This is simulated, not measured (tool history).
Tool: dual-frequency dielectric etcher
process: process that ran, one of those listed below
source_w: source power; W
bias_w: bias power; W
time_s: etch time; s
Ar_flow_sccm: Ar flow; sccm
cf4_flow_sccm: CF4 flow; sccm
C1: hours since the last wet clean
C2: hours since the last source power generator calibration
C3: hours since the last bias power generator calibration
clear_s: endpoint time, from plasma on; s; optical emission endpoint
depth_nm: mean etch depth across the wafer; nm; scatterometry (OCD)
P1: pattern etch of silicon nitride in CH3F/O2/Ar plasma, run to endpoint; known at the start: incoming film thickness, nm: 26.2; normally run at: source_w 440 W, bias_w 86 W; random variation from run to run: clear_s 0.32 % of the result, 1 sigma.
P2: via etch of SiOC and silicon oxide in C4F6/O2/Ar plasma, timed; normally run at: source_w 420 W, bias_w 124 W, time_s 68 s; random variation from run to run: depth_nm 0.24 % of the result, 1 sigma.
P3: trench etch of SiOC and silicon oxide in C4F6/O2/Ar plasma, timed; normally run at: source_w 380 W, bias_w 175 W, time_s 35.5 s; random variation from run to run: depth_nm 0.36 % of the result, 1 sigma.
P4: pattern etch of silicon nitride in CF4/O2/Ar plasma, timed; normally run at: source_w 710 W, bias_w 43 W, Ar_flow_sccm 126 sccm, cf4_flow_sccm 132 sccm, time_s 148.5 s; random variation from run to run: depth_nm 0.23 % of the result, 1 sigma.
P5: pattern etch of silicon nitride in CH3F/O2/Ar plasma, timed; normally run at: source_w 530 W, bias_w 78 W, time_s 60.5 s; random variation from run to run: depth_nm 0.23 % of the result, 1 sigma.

Run 1, hour 4.6: process P1, source_w 440 W, bias_w 86 W; C1 150.6; C2 1303.2; C3 1949.6. Result: clear_s 35.922 s.
Run 2, hour 13.4: process P2, source_w 420 W, bias_w 124 W, time_s 68 s; C1 159.4; C2 1312; C3 1958.4. Result: depth_nm 68.866 nm.
Run 3, hour 21.6: process P2, source_w 420 W, bias_w 161 W, time_s 68 s; C1 167.6; C2 1320.2; C3 1966.6. Result: depth_nm 74.347 nm.
Run 4, hour 31.4: process P1, source_w 560 W, bias_w 70 W; C1 177.4; C2 1330; C3 1976.4. Result: clear_s 35.12 s.
Run 5, hour 37.3: process P2, source_w 420 W, bias_w 124 W, time_s 42.5 s; C1 183.3; C2 1335.9; C3 1982.3. Result: depth_nm 42.889 nm.
Run 6, hour 44.2: process P3, source_w 380 W, bias_w 175 W, time_s 23.5 s; C1 190.2; C2 1342.8; C3 1989.2. Result: depth_nm 43.727 nm.
Run 7, hour 53.8: process P1, source_w 440 W, bias_w 114 W; C1 199.8; C2 1352.4; C3 1998.8. Result: clear_s 32.424 s.
Run 8, hour 59.6: process P3, source_w 380 W, bias_w 175 W, time_s 35.5 s; C1 205.6; C2 1358.2; C3 2004.6. Result: depth_nm 66.731 nm.
Run 9, hour 66: process P1, source_w 440 W, bias_w 86 W; C1 212; C2 1364.6; C3 2011. Result: clear_s 35.994 s.
Run 10, hour 71.7: process P1, source_w 440 W, bias_w 86 W; C1 217.7; C2 1370.3; C3 2016.7. Result: clear_s 35.695 s.
At hour 73.1: source power generator calibrated.
Run 11, hour 79.1: process P2, source_w 420 W, bias_w 124 W, time_s 68 s; C1 225.1; C2 6; C3 2024.1. Result: depth_nm 68.826 nm.
Run 12, hour 87.5: process P4, source_w 710 W, bias_w 43 W, time_s 148.5 s, Ar_flow_sccm 126 sccm, cf4_flow_sccm 132 sccm; C1 233.5; C2 14.4; C3 2032.5. Result: depth_nm 374.16 nm.
Run 13, hour 96.1: process P1, source_w 440 W, bias_w 86 W; C1 242.1; C2 23; C3 2041.1. Result: clear_s 35.935 s.
Run 14, hour 104.1: process P4, source_w 460 W, bias_w 43 W, time_s 148.5 s, Ar_flow_sccm 126 sccm, cf4_flow_sccm 132 sccm; C1 250.1; C2 31; C3 2049.1. Result: depth_nm 255.49 nm.
Run 15, hour 110.9: process P4, source_w 710 W, bias_w 27 W, time_s 148.5 s, Ar_flow_sccm 126 sccm, cf4_flow_sccm 132 sccm; C1 256.9; C2 37.8; C3 2055.9. Result: depth_nm 320.68 nm.
Run 16, hour 118.4: process P3, source_w 380 W, bias_w 237 W, time_s 35.5 s; C1 264.4; C2 45.3; C3 2063.4. Result: depth_nm 73.241 nm.
Run 17, hour 125: process P1, source_w 340 W, bias_w 86 W; C1 271; C2 51.9; C3 2070. Result: clear_s 39.362 s.
Run 18, hour 130.4: process P1, source_w 440 W, bias_w 86 W; C1 276.4; C2 57.3; C3 2075.4. Result: clear_s 35.788 s.
Run 19, hour 139: process P1, source_w 600 W, bias_w 86 W; C1 285; C2 65.9; C3 2084. Result: clear_s 31.919 s.
Run 20, hour 143.9: process P4, source_w 710 W, bias_w 43 W, time_s 148.5 s, Ar_flow_sccm 126 sccm, cf4_flow_sccm 98 sccm; C1 289.9; C2 70.8; C3 2088.9. Result: depth_nm 357.23 nm.
Run 21, hour 153.2: process P1, source_w 440 W, bias_w 61 W; C1 299.2; C2 80.1; C3 2098.2. Result: clear_s 40.15 s.
Run 22, hour 159.2: process P5, source_w 340 W, bias_w 78 W, time_s 60.5 s; C1 305.2; C2 86.1; C3 2104.2. Result: depth_nm 42.098 nm.
Run 23, hour 169: process P1, source_w 440 W, bias_w 86 W; C1 315; C2 95.9; C3 2114. Result: clear_s 35.719 s.
Run 24, hour 178: process P5, source_w 530 W, bias_w 78 W, time_s 85.5 s; C1 324; C2 104.9; C3 2123. Result: depth_nm 70.53 nm.
Run 25, hour 184: process P5, source_w 530 W, bias_w 108 W, time_s 60.5 s; C1 330; C2 110.9; C3 2129. Result: depth_nm 55.845 nm.
Run 26, hour 192.9: process P1, source_w 440 W, bias_w 86 W; C1 338.9; C2 119.8; C3 2137.9. Result: clear_s 35.752 s.
Run 27, hour 199.4: process P2, source_w 580 W, bias_w 124 W, time_s 68 s; C1 345.4; C2 126.3; C3 2144.4. Result: depth_nm 78.305 nm.
Run 28, hour 209.3: process P5, source_w 530 W, bias_w 78 W, time_s 60.5 s; C1 355.3; C2 136.2; C3 2154.3. Result: depth_nm 49.74 nm.
Run 29, hour 215: process P3, source_w 300 W, bias_w 175 W, time_s 35.5 s; C1 361; C2 141.9; C3 2160. Result: depth_nm 60.655 nm.
Run 30, hour 223.1: process P4, source_w 710 W, bias_w 43 W, time_s 148.5 s, Ar_flow_sccm 73 sccm, cf4_flow_sccm 132 sccm; C1 369.1; C2 150; C3 2168.1. Result: depth_nm 398.1 nm.
Run 31, hour 230.6: process P4, source_w 710 W, bias_w 43 W, time_s 81.5 s, Ar_flow_sccm 126 sccm, cf4_flow_sccm 132 sccm; C1 376.6; C2 157.5; C3 2175.6. Result: depth_nm 205.08 nm.
Run 32, hour 239.9: process P1, source_w 440 W, bias_w 86 W; C1 385.9; C2 166.8; C3 2184.9. Result: clear_s 35.899 s.
Run 33, hour 248.8: process P1, source_w 440 W, bias_w 86 W; C1 394.8; C2 175.7; C3 2193.8. Result: clear_s 35.547 s.
Run 34, hour 257.6: process P1, source_w 440 W, bias_w 86 W; C1 403.6; C2 184.5; C3 2202.6. Result: clear_s 35.3 s.

Forecast run 35:
Run 35, hour 263: process P1, source_w 440 W, bias_w 86 W; C1 409; C2 189.9; C3 2208. Result: clear_s ?.

clear_s: 35.29 s
